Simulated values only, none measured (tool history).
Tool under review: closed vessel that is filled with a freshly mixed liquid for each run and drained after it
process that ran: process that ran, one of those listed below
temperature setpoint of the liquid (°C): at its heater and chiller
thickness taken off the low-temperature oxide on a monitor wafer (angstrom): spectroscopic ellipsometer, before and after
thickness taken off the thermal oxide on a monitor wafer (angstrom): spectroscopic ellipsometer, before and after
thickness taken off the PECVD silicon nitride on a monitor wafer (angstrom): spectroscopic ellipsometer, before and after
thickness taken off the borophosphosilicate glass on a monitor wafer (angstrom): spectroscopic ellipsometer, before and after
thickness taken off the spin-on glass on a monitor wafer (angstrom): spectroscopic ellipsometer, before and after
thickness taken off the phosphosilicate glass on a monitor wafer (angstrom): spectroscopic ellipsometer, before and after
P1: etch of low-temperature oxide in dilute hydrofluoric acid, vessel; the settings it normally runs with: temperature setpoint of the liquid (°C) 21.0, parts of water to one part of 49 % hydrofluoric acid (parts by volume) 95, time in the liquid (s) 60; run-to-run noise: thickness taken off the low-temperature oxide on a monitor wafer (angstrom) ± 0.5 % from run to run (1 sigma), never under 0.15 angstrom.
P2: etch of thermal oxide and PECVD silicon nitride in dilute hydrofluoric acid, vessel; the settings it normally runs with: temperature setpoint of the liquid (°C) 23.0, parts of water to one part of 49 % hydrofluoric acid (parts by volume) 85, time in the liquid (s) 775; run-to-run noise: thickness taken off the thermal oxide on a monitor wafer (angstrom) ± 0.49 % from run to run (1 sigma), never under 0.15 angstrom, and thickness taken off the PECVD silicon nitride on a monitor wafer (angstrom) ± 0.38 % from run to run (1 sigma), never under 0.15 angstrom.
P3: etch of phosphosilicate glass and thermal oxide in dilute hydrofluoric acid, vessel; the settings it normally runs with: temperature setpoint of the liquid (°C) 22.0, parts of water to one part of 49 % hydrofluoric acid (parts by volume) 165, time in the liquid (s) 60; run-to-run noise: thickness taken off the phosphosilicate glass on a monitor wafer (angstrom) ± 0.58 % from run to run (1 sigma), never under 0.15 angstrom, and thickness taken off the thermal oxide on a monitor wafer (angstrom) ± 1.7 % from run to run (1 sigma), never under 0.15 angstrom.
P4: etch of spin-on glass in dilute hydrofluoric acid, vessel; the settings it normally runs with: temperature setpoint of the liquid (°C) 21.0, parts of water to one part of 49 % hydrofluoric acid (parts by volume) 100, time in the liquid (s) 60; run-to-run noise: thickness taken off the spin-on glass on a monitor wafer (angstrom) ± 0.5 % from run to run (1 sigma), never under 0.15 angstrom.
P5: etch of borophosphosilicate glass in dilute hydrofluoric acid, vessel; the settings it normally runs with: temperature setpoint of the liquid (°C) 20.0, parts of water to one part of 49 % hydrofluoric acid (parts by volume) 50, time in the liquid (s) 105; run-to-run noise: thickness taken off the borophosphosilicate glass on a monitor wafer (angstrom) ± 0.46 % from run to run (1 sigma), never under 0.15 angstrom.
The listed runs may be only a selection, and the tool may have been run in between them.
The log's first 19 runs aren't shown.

| run | hour | process that ran | temperature setpoint of the liquid (°C) | parts of water to one part of 49 % hydrofluoric acid (parts by volume) | time in the liquid (s) | hours since the thermometer was replaced | hours since the hydrofluoric acid flow meter was replaced | thickness taken off the low-temperature oxide on a monitor wafer (angstrom) | thickness taken off the thermal oxide on a monitor wafer (angstrom) | thickness taken off the PECVD silicon nitride on a monitor wafer (angstrom) | thickness taken off the borophosphosilicate glass on a monitor wafer (angstrom) | thickness taken off the spin-on glass on a monitor wafer (angstrom) | thickness taken off the phosphosilicate glass on a monitor wafer (angstrom) |
|---|---|---|---|---|---|---|---|---|---|---|---|---|---|
| 20 | 197.3 | P4 | 25.5 | 100 | 60 | 809.4 | 159.8 |  |  |  |  | 379.75 |  |
| 21 | 203.3 | P1 | 17.0 | 95 | 60 | 815.4 | 165.8 | 94.848 |  |  |  |  |  |
| 22 | 215.2 | P2 | 27.5 | 85 | 775 | 827.3 | 177.7 |  | 508.9700 | 274.62 |  |  |  |
| 23 | 228.0 | P2 | 23.0 | 85 | 1370 | 840.1 | 190.5 |  | 756.0600 | 360.07 |  |  |  |
| 24 | 236.5 | P5 | 20.0 | 80 | 105 | 848.6 | 199.0 |  |  |  | 311.88 |  |  |
| 25 | 246.8 | P1 | 21.0 | 95 | 60 | 858.9 | 209.3 | 111.910 |  |  |  |  |  |
| 26 | 259.3 | P3 | 22.0 | 165 | 60 | 871.4 | 221.8 |  | 14.7610 |  |  |  | 314.72 |
| 27 | 270.5 | P3 | 22.0 | 235 | 60 | 882.6 | 233.0 |  | 9.6657 |  |  |  | 203.46 |
| 28 | 278.8 | P1 | 17.0 | 95 | 85 | 890.9 | 241.3 | 134.470 |  |  |  |  |  |
| 29 | 288.1 | P3 | 22.0 | 165 | 60 | 900.2 | 250.6 |  | 14.5930 |  |  |  | 315.67 |
| 30 | 294.6 | P1 | 21.0 | 95 | 60 | 906.7 | 257.1 | 111.260 |  |  |  |  |  |
| 31 | 302.4 | P1 | 21.0 | 40 | 60 | 914.5 | 264.9 | 283.650 |  |  |  |  |  |

Run 32, settings as shown, results not yet in. Your forecast:
| 32 | 308.6 | P1 | 21.0 | 95 | 60 | 920.7 | 271.1 | ? |  |  |  |  |  |

{"run 32": {"thickness taken off the low-temperature oxide on a monitor wafer (angstrom)": 111.91}}
